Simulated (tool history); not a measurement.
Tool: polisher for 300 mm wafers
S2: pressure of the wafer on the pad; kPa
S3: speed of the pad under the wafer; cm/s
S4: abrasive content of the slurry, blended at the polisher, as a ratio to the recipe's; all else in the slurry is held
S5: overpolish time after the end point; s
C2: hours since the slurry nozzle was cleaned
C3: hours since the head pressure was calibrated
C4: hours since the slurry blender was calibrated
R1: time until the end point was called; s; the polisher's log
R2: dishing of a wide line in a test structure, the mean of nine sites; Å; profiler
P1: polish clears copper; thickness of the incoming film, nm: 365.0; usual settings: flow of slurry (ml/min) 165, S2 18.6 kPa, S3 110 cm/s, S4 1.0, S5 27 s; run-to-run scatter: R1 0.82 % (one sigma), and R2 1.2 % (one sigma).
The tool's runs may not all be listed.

{"run": 1, "hour": 7.5, "flow of slurry (ml/min)": 165, "S2": 18.6, "S3": 110, "S4": 1.0, "S5": 27, "wafers polished on this pad": 709, "C2": 287.4, "C3": 655.3, "C4": 334.5, "R1": 122.99, "R2": 489.05}
{"run": 2, "hour": 14.5, "flow of slurry (ml/min)": 105, "S2": 18.6, "S3": 82, "S4": 1.0, "S5": 27, "wafers polished on this pad": 741, "C2": 294.4, "C3": 662.3, "C4": 341.5, "R1": 180.99, "R2": 358.7}
{"hour": 17.7, "done": "head pressure recalibrated"}
{"run": 3, "hour": 18.6, "flow of slurry (ml/min)": 165, "S2": 18.6, "S3": 154, "S4": 1.0, "S5": 27, "wafers polished on this pad": 759, "C2": 298.5, "C3": 1.0, "C4": 345.6, "R1": 87.923, "R2": 598.92}
{"run": 4, "hour": 26.8, "flow of slurry (ml/min)": 165, "S2": 18.6, "S3": 110, "S4": 1.5, "S5": 38, "wafers polished on this pad": 796, "C2": 306.7, "C3": 9.2, "C4": 353.8, "R1": 113.65, "R2": 632.8}
{"run": 5, "hour": 34.1, "flow of slurry (ml/min)": 165, "S2": 18.6, "S3": 110, "S4": 1.5, "S5": 27, "wafers polished on this pad": 829, "C2": 314.0, "C3": 16.5, "C4": 361.1, "R1": 112.48, "R2": 513.51}
{"run": 6, "hour": 38.6, "flow of slurry (ml/min)": 165, "S2": 18.6, "S3": 110, "S4": 1.0, "S5": 47, "wafers polished on this pad": 849, "C2": 318.5, "C3": 21.0, "C4": 365.6, "R1": 122.69, "R2": 684.9}
{"run": 7, "hour": 43.8, "flow of slurry (ml/min)": 165, "S2": 18.6, "S3": 110, "S4": 1.0, "S5": 27, "wafers polished on this pad": 872, "C2": 323.7, "C3": 26.2, "C4": 370.8, "R1": 122.33, "R2": 496.5}
{"run": 8, "hour": 50.9, "flow of slurry (ml/min)": 165, "S2": 18.6, "S3": 110, "S4": 1.0, "S5": 27, "wafers polished on this pad": 904, "C2": 330.8, "C3": 33.3, "C4": 377.9, "R1": 124.31, "R2": 484.89}
{"run": 9, "hour": 57.5, "flow of slurry (ml/min)": 165, "S2": 18.6, "S3": 110, "S4": 1.0, "S5": 27, "wafers polished on this pad": 934, "C2": 337.4, "C3": 39.9, "C4": 384.5, "R1": 124.47, "R2": 481.57}
{"run": 10, "hour": 61.7, "flow of slurry (ml/min)": 215, "S2": 18.6, "S3": 110, "S4": 1.0, "S5": 27, "wafers polished on this pad": 953, "C2": 341.6, "C3": 44.1, "C4": 388.7, "R1": 119.1, "R2": 505.63}
{"run": 11, "hour": 67.7, "flow of slurry (ml/min)": 165, "S2": 18.6, "S3": 110, "S4": 1.0, "S5": 27, "wafers polished on this pad": 980, "C2": 347.6, "C3": 50.1, "C4": 394.7, "R1": 121.78, "R2": 484.93}
{"run": 12, "hour": 73.4, "flow of slurry (ml/min)": 165, "S2": 18.6, "S3": 78, "S4": 1.0, "S5": 27, "wafers polished on this pad": 1005, "C2": 353.3, "C3": 55.8, "C4": 400.4, "R1": 173.56, "R2": 381.97}
{"hour": 74.4, "done": "slurry blender recalibrated"}
{"run": 13, "hour": 80.4, "flow of slurry (ml/min)": 165, "S2": 18.6, "S3": 110, "S4": 0.5, "S5": 27, "wafers polished on this pad": 1037, "C2": 360.3, "C3": 62.8, "C4": 6.0, "R1": 141.44, "R2": 437.25}
{"run": 14, "hour": 87.8, "flow of slurry (ml/min)": 165, "S2": 18.6, "S3": 110, "S4": 0.7, "S5": 42, "wafers polished on this pad": 1070, "C2": 367.7, "C3": 70.2, "C4": 13.4, "R1": 133.67, "R2": 614.25}
{"run": 15, "hour": 94.0, "flow of slurry (ml/min)": 165, "S2": 18.6, "S3": 110, "S4": 1.0, "S5": 8, "wafers polished on this pad": 1098, "C2": 373.9, "C3": 76.4, "C4": 19.6, "R1": 122.5, "R2": 180.73}
{"run": 16, "hour": 97.7, "flow of slurry (ml/min)": 165, "S2": 27.6, "S3": 110, "S4": 1.0, "S5": 27, "wafers polished on this pad": 1115, "C2": 377.6, "C3": 80.1, "C4": 23.3, "R1": 83.876, "R2": 658.95}
{"run": 17, "hour": 101.4, "flow of slurry (ml/min)": 100, "S2": 18.6, "S3": 110, "S4": 1.0, "S5": 27, "wafers polished on this pad": 1131, "C2": 381.3, "C3": 83.8, "C4": 27.0, "R1": 135.68, "R2": 457.25}
{"run": 18, "hour": 106.7, "flow of slurry (ml/min)": 165, "S2": 11.7, "S3": 110, "S4": 1.0, "S5": 27, "wafers polished on this pad": 1155, "C2": 386.6, "C3": 89.1, "C4": 32.3, "R1": 197.45, "R2": 335.67}
{"run": 19, "hour": 113.8, "flow of slurry (ml/min)": 165, "S2": 18.6, "S3": 110, "S4": 1.0, "S5": 27, "wafers polished on this pad": 1187, "C2": 393.7, "C3": 96.2, "C4": 39.4, "R1": 123.55, "R2": 486.78}
{"run": 20, "hour": 120.2, "flow of slurry (ml/min)": 165, "S2": 18.6, "S3": 110, "S4": 1.0, "S5": 27, "wafers polished on this pad": 1216, "C2": 400.1, "C3": 102.6, "C4": 45.8, "R1": 125.74, "R2": 482.47}
{"run": 21, "hour": 125.2, "flow of slurry (ml/min)": 165, "S2": 18.6, "S3": 110, "S4": 1.0, "S5": 27, "wafers polished on this pad": 1238, "C2": 405.1, "C3": 107.6, "C4": 50.8, "R1": 126.47, "R2": 468.63}
{"run": 22, "hour": 130.2, "flow of slurry (ml/min)": 165, "S2": 18.6, "S3": 110, "S4": 1.0, "S5": 27, "wafers polished on this pad": 1261, "C2": 410.1, "C3": 112.6, "C4": 55.8, "R1": 127.05, "R2": 479.04}
{"run": 23, "hour": 134.2, "flow of slurry (ml/min)": 165, "S2": 18.6, "S3": 110, "S4": 1.0, "S5": 27, "wafers polished on this pad": 1279, "C2": 414.1, "C3": 116.6, "C4": 59.8, "R1": 128.21, "R2": 463.57}
{"run": 24, "hour": 140.0, "flow of slurry (ml/min)": 165, "S2": 18.6, "S3": 110, "S4": 1.0, "S5": 27, "wafers polished on this pad": 1305, "C2": 419.9, "C3": 122.4, "C4": 65.6, "R1": 128.29, "R2": 473.4}
{"run": 25, "hour": 146.0, "flow of slurry (ml/min)": 165, "S2": 18.6, "S3": 110, "S4": 1.0, "S5": 27, "wafers polished on this pad": 1332, "C2": 425.9, "C3": 128.4, "C4": 71.6, "R1": 130.15, "R2": 451.65}
{"run": 26, "hour": 153.8, "flow of slurry (ml/min)": 165, "S2": 18.6, "S3": 110, "S4": 1.0, "S5": 27, "wafers polished on this pad": 1367, "C2": 433.7, "C3": 136.2, "C4": 79.4, "R1": 132.35, "R2": 462.65}
{"hour": 156.8, "done": "slurry blender recalibrated"}
{"hour": 159.4, "done": "head pressure recalibrated"}
{"run": 27, "hour": 161.4, "flow of slurry (ml/min)": 165, "S2": 18.6, "S3": 110, "S4": 1.0, "S5": 27, "wafers polished on this pad": 1401, "C2": 441.3, "C3": 2.1, "C4": 4.7, "R1": 131.95, "R2": 463.37}
{"run": 28, "hour": 169.5, "flow of slurry (ml/min)": 165, "S2": 18.6, "S3": 110, "S4": 1.0, "S5": 27, "wafers polished on this pad": 1437, "C2": 449.4, "C3": 10.2, "C4": 12.8, "R1": 131.69, "R2": 466.93}
{"run": 29, "hour": 177.6, "flow of slurry (ml/min)": 165, "S2": 18.6, "S3": 110, "S4": 1.0, "S5": 27, "wafers polished on this pad": 1474, "C2": 457.5, "C3": 18.3, "C4": 20.9, "R1": 131.01, "R2": 455.57}
{"run": 30, "hour": 184.9, "flow of slurry (ml/min)": 165, "S2": 18.6, "S3": 110, "S4": 1.0, "S5": 27, "wafers polished on this pad": 1506, "C2": 464.8, "C3": 25.6, "C4": 28.2, "R1": 130.82, "R2": 462.46}

What P1 gives has crept away from where it was. These 2 causes fit the log equally well, each at the size given:
A: slurry flow missing at the pad, % = 31.2
B: removal rate lost through wear of the pad, % = 6.85
The creep began at about hour 113.8.
Why every other cause is out:
head's pressure below its setpoint, %: serviced at hour 159.4, which brought nothing back
abrasive missing from the slurry, %: serviced at hour 156.8, which brought nothing back

4 check runs are offered, each on 5 wafers whose results are averaged, their results left as question marks. Which one tells the causes apart?
{"run": "check 1", "hour": 192.2, "flow of slurry (ml/min)": 165, "S2": 18.6, "S3": 110, "S4": 1.0, "S5": 16, "R1": "?", "R2": "?"}
{"run": "check 2", "hour": 192.2, "flow of slurry (ml/min)": 165, "S2": 18.6, "S3": 110, "S4": 1.35, "S5": 27, "R1": "?", "R2": "?"}
{"run": "check 3", "hour": 192.2, "flow of slurry (ml/min)": 165, "S2": 23.4, "S3": 110, "S4": 1.0, "S5": 27, "R1": "?", "R2": "?"}
{"run": "check 4", "hour": 192.2, "flow of slurry (ml/min)": 115, "S2": 18.6, "S3": 110, "S4": 0.55, "S5": 27, "R1": "?", "R2": "?"}

What each check would give under each cause:
check=check_1 result=R1 if_A=131.980 if_B=132.000
check=check_1 result=R2 if_A=307.33 if_B=307.29
check=check_2 result=R1 if_A=123.620 if_B=123.640
check=check_2 result=R2 if_A=482.70 if_B=482.64
check=check_3 result=R1 if_A=104.810 if_B=104.830
check=check_3 result=R2 if_A=552.86 if_B=552.80
check=check_4 result=R1 if_A=164.200 if_B=159.850
check=check_4 result=R2 if_A=391.83 if_B=399.96
How far apart the two closest causes lie, in the result that separates them most: check 1 0.02 %; check 2 0.02 %; check 3 0.02 %; check 4 2.69 %
Check 4 tells the causes apart: in the others they would give nearly the same result.

Check 4 was then run and gave: R1 164.300 s; R2 388.19 Å. Which cause is it?

It is A: slurry flow missing at the pad, %.
